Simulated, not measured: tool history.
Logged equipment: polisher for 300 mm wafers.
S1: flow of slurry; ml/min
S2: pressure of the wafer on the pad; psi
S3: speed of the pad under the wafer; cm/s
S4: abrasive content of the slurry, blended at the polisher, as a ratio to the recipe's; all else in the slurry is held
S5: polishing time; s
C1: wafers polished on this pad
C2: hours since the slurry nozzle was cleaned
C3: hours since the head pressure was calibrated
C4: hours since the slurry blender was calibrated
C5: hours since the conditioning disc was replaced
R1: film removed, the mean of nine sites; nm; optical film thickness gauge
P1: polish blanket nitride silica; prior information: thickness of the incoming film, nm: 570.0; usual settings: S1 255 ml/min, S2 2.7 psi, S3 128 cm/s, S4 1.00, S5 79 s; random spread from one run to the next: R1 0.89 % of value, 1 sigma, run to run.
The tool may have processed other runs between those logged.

Run 1, hour 12.9: S1 255 ml/min, S2 2.7 psi, S3 128 cm/s, S4 1.00, S5 79 s; C1 555; C2 174.0; C3 234.4; C4 305.0; C5 51.9. Result: R1 42.077 nm.
Run 2, hour 25.7: S1 255 ml/min, S2 2.7 psi, S3 188 cm/s, S4 1.00, S5 79 s; C1 643; C2 186.8; C3 247.2; C4 317.8; C5 64.7. Result: R1 57.438 nm.
Run 3, hour 39.7: S1 255 ml/min, S2 2.7 psi, S3 128 cm/s, S4 1.00, S5 36 s; C1 739; C2 200.8; C3 261.2; C4 331.8; C5 78.7. Result: R1 18.908 nm.
Run 4, hour 48.2: S1 195 ml/min, S2 2.7 psi, S3 88 cm/s, S4 1.00, S5 79 s; C1 798; C2 209.3; C3 269.7; C4 340.3; C5 87.2. Result: R1 30.047 nm.
Run 5, hour 63.4: S1 255 ml/min, S2 2.7 psi, S3 128 cm/s, S4 1.00, S5 79 s; C1 902; C2 224.5; C3 284.9; C4 355.5; C5 102.4. Result: R1 41.909 nm.
Run 6, hour 73.7: S1 255 ml/min, S2 2.7 psi, S3 128 cm/s, S4 1.35, S5 79 s; C1 973; C2 234.8; C3 295.2; C4 365.8; C5 112.7. Result: R1 47.498 nm.
At hour 76.1: head pressure recalibrated.
Run 7, hour 88.1: S1 255 ml/min, S2 4.1 psi, S3 128 cm/s, S4 1.00, S5 79 s; C1 1072; C2 249.2; C3 12.0; C4 380.2; C5 127.1. Result: R1 63.054 nm.
Run 8, hour 101.6: S1 155 ml/min, S2 2.7 psi, S3 128 cm/s, S4 1.00, S5 79 s; C1 1165; C2 262.7; C3 25.5; C4 393.7; C5 140.6. Result: R1 38.717 nm.
Run 9, hour 109.6: S1 255 ml/min, S2 2.7 psi, S3 128 cm/s, S4 1.00, S5 79 s; C1 1220; C2 270.7; C3 33.5; C4 401.7; C5 148.6. Result: R1 41.257 nm.
Run 10, hour 121.4: S1 255 ml/min, S2 2.7 psi, S3 58 cm/s, S4 1.00, S5 79 s; C1 1301; C2 282.5; C3 45.3; C4 413.5; C5 160.4. Result: R1 22.264 nm.
Run 11, hour 132.6: S1 255 ml/min, S2 2.7 psi, S3 128 cm/s, S4 1.00, S5 124 s; C1 1378; C2 293.7; C3 56.5; C4 424.7; C5 171.6. Result: R1 66.082 nm.
Run 12, hour 149.5: S1 350 ml/min, S2 2.7 psi, S3 128 cm/s, S4 1.00, S5 79 s; C1 1495; C2 310.6; C3 73.4; C4 441.6; C5 188.5. Result: R1 43.290 nm.
Run 13, hour 159.7: S1 255 ml/min, S2 2.7 psi, S3 128 cm/s, S4 0.50, S5 79 s; C1 1565; C2 320.8; C3 83.6; C4 451.8; C5 198.7. Result: R1 28.716 nm.
Run 14, hour 176.0: S1 255 ml/min, S2 1.3 psi, S3 128 cm/s, S4 1.00, S5 79 s; C1 1677; C2 337.1; C3 99.9; C4 468.1; C5 215.0. Result: R1 20.410 nm.
Run 15, hour 193.0: S1 255 ml/min, S2 2.7 psi, S3 128 cm/s, S4 1.00, S5 79 s; C1 1794; C2 354.1; C3 116.9; C4 485.1; C5 232.0. Result: R1 42.160 nm.
Run 16, hour 211.2: S1 255 ml/min, S2 2.7 psi, S3 128 cm/s, S4 1.00, S5 79 s; C1 1919; C2 372.3; C3 135.1; C4 503.3; C5 250.2. Result: R1 41.832 nm.
Run 17, hour 219.5: S1 255 ml/min, S2 2.7 psi, S3 128 cm/s, S4 1.00, S5 79 s; C1 1976; C2 380.6; C3 143.4; C4 511.6; C5 258.5. Result: R1 40.309 nm.
Run 18, hour 233.4: S1 255 ml/min, S2 2.7 psi, S3 128 cm/s, S4 1.00, S5 79 s; C1 2072; C2 394.5; C3 157.3; C4 525.5; C5 272.4. Result: R1 38.018 nm.
At hour 246.2: slurry nozzle cleaned.
Run 19, hour 249.5: S1 255 ml/min, S2 2.7 psi, S3 128 cm/s, S4 1.00, S5 79 s; C1 2183; C2 3.3; C3 173.4; C4 541.6; C5 288.5. Result: R1 36.985 nm.
At hour 252.1: conditioning disc replaced and pad reconditioned.
At hour 264.2: head pressure recalibrated.
Run 20, hour 266.0: S1 255 ml/min, S2 2.7 psi, S3 128 cm/s, S4 1.00, S5 79 s; C1 2296; C2 19.8; C3 1.9; C4 558.1; C5 14.0. Result: R1 37.319 nm.

Run 21 comes next. What will it give?
Run 21, hour 282.3: S1 255 ml/min, S2 2.7 psi, S3 128 cm/s, S4 1.00, S5 79 s; C1 2409; C2 36.1; C3 18.2; C4 574.4; C5 30.3. Result: R1 ?.

Run 21 yielded R1 37.149 nm.
